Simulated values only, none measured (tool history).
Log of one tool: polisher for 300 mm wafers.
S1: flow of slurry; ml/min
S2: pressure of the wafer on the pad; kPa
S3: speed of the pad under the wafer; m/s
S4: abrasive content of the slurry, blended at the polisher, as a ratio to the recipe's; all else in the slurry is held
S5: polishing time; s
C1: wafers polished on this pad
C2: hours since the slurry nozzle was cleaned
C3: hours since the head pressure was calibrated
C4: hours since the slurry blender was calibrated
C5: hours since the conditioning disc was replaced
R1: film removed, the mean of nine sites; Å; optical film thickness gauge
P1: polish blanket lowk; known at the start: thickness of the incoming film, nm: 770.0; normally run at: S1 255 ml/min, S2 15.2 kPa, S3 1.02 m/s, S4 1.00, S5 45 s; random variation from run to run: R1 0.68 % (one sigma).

run	hour	S1	S2	S3	S4	S5	C1	C2	C3	C4	C5	R1
1	11.7	255	15.2	1.02	1.00	45	471	417.9	840.7	172.7	460.7	179.010
2	22.2	390	15.2	1.02	1.00	45	541	428.4	851.2	183.2	471.2	184.510
3	36.9	255	15.2	1.02	1.00	23	637	443.1	865.9	197.9	485.9	92.430
4	46.6	255	15.2	1.48	0.70	45	701	452.8	875.6	207.6	495.6	201.060
5	56.9	255	22.1	1.02	1.00	45	769	463.1	885.9	217.9	505.9	260.780
6	67.5	255	15.2	1.58	1.00	45	839	473.7	896.5	228.5	516.5	251.110
7	83.9	255	15.2	1.02	1.00	45	947	490.1	912.9	244.9	532.9	176.510
8	102.9	255	15.2	0.46	1.00	45	1072	509.1	931.9	263.9	551.9	95.642
9	112.7	255	15.2	1.02	1.00	45	1137	518.9	941.7	273.7	561.7	179.110
# hour 122.0: slurry blender recalibrated
10	122.8	170	15.2	1.02	1.00	45	1203	529.0	951.8	0.9	571.8	169.660
11	140.3	255	15.2	1.02	1.00	45	1319	546.5	969.3	18.4	589.3	179.450
12	156.8	255	6.9	1.02	1.00	45	1427	563.0	985.8	34.9	605.8	81.340
13	173.8	255	15.2	1.02	1.45	45	1540	580.0	1002.8	51.9	622.8	207.140
14	183.2	255	15.2	1.02	1.00	45	1601	589.4	1012.2	61.3	632.2	175.980
15	193.3	255	15.2	1.02	1.00	71	1668	599.5	1022.3	71.4	642.3	280.660

Forecast run 16:
16	211.8	255	15.2	1.02	0.55	45	1790	618.0	1040.8	89.9	660.8	?

R1: 131.060 Å

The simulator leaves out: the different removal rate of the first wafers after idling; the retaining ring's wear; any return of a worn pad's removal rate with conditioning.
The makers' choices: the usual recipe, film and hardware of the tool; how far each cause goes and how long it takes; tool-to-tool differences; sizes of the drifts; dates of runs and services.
